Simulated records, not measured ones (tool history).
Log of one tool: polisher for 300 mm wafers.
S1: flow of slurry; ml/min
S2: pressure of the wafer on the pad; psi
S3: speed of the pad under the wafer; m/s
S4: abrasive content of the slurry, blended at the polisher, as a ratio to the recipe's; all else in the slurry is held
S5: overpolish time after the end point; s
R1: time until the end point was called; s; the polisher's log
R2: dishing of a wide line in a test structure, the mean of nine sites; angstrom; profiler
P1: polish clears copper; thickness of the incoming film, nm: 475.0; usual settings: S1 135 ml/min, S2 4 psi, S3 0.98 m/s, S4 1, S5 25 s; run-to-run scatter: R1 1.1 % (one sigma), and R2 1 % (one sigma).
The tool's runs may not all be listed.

Run 1, hour 7.9: S1 135 ml/min, S2 4 psi, S3 0.98 m/s, S4 1, S5 25 s. Result: R1 127.72 s, R2 611.62 angstrom.
Run 2, hour 19.3: S1 135 ml/min, S2 4 psi, S3 0.98 m/s, S4 1, S5 8 s. Result: R1 127.11 s, R2 221.14 angstrom.
Run 3, hour 32.3: S1 135 ml/min, S2 4 psi, S3 1.26 m/s, S4 1, S5 25 s. Result: R1 98.642 s, R2 760.14 angstrom.
Run 4, hour 40.2: S1 135 ml/min, S2 4 psi, S3 0.98 m/s, S4 1, S5 25 s. Result: R1 128.69 s, R2 602.13 angstrom.
Run 5, hour 54.5: S1 135 ml/min, S2 4 psi, S3 0.48 m/s, S4 1, S5 25 s. Result: R1 254.18 s, R2 327.05 angstrom.
Run 6, hour 69.9: S1 135 ml/min, S2 4 psi, S3 0.98 m/s, S4 1, S5 25 s. Result: R1 125.12 s, R2 597.21 angstrom.
Run 7, hour 79.9: S1 135 ml/min, S2 4 psi, S3 0.98 m/s, S4 1, S5 25 s. Result: R1 124.8 s, R2 603.75 angstrom.
Run 8, hour 90: S1 135 ml/min, S2 2.3 psi, S3 1.36 m/s, S4 1, S5 25 s. Result: R1 155.5 s, R2 483.9 angstrom.
Run 9, hour 98.4: S1 135 ml/min, S2 5.4 psi, S3 0.98 m/s, S4 1, S5 25 s. Result: R1 94.013 s, R2 789.82 angstrom.
Run 10, hour 108.8: S1 135 ml/min, S2 4 psi, S3 0.98 m/s, S4 0.6, S5 25 s. Result: R1 139.9 s, R2 561.65 angstrom.
Run 11, hour 117.6: S1 135 ml/min, S2 4 psi, S3 0.98 m/s, S4 1, S5 41 s. Result: R1 125.19 s, R2 884.87 angstrom.
Run 12, hour 124.9: S1 180 ml/min, S2 4 psi, S3 0.98 m/s, S4 1, S5 25 s. Result: R1 119.05 s, R2 630.32 angstrom.
Run 13, hour 133.7: S1 135 ml/min, S2 4 psi, S3 0.98 m/s, S4 1.4, S5 42 s. Result: R1 119.82 s, R2 944.42 angstrom.
Run 14, hour 142: S1 135 ml/min, S2 5.8 psi, S3 1.4 m/s, S4 1, S5 25 s. Result: R1 61.924 s, R2 1078.3 angstrom.
Run 15, hour 152: S1 80 ml/min, S2 4 psi, S3 0.98 m/s, S4 1, S5 25 s. Result: R1 142.09 s, R2 544.46 angstrom.
Run 16, hour 167: S1 135 ml/min, S2 2.7 psi, S3 0.98 m/s, S4 1, S5 25 s. Result: R1 188.15 s, R2 424.88 angstrom.
Run 17, hour 174: S1 135 ml/min, S2 4 psi, S3 0.98 m/s, S4 1, S5 25 s. Result: R1 125.42 s, R2 611.36 angstrom.
Run 18, hour 189.7: S1 135 ml/min, S2 4 psi, S3 0.98 m/s, S4 1.4, S5 25 s. Result: R1 118.23 s, R2 659.46 angstrom.
Run 19, hour 202.9: S1 135 ml/min, S2 4 psi, S3 0.98 m/s, S4 1, S5 25 s. Result: R1 127.98 s, R2 618.13 angstrom.
Run 20, hour 214.4: S1 135 ml/min, S2 4 psi, S3 0.98 m/s, S4 1, S5 25 s. Result: R1 124.73 s, R2 613.82 angstrom.
Run 21, hour 227: S1 135 ml/min, S2 4 psi, S3 0.98 m/s, S4 1, S5 25 s. Result: R1 126.74 s, R2 608.43 angstrom.
Run 22, hour 241.1: S1 135 ml/min, S2 4 psi, S3 0.98 m/s, S4 1, S5 25 s. Result: R1 135.16 s, R2 588.39 angstrom.
Run 23, hour 249: S1 135 ml/min, S2 4 psi, S3 0.98 m/s, S4 1, S5 25 s. Result: R1 137.41 s, R2 571.29 angstrom.
Run 24, hour 264.1: S1 135 ml/min, S2 4 psi, S3 0.98 m/s, S4 1, S5 25 s. Result: R1 138.91 s, R2 570.03 angstrom.

Forecast run 25:
At hour 266.7: head pressure recalibrated.
Run 25, hour 271.9: S1 135 ml/min, S2 4 psi, S3 0.98 m/s, S4 1, S5 25 s. Result: R1 ?, R2 ?.

{"run 25": {"R1": 139.46, "R2": 564.03}}

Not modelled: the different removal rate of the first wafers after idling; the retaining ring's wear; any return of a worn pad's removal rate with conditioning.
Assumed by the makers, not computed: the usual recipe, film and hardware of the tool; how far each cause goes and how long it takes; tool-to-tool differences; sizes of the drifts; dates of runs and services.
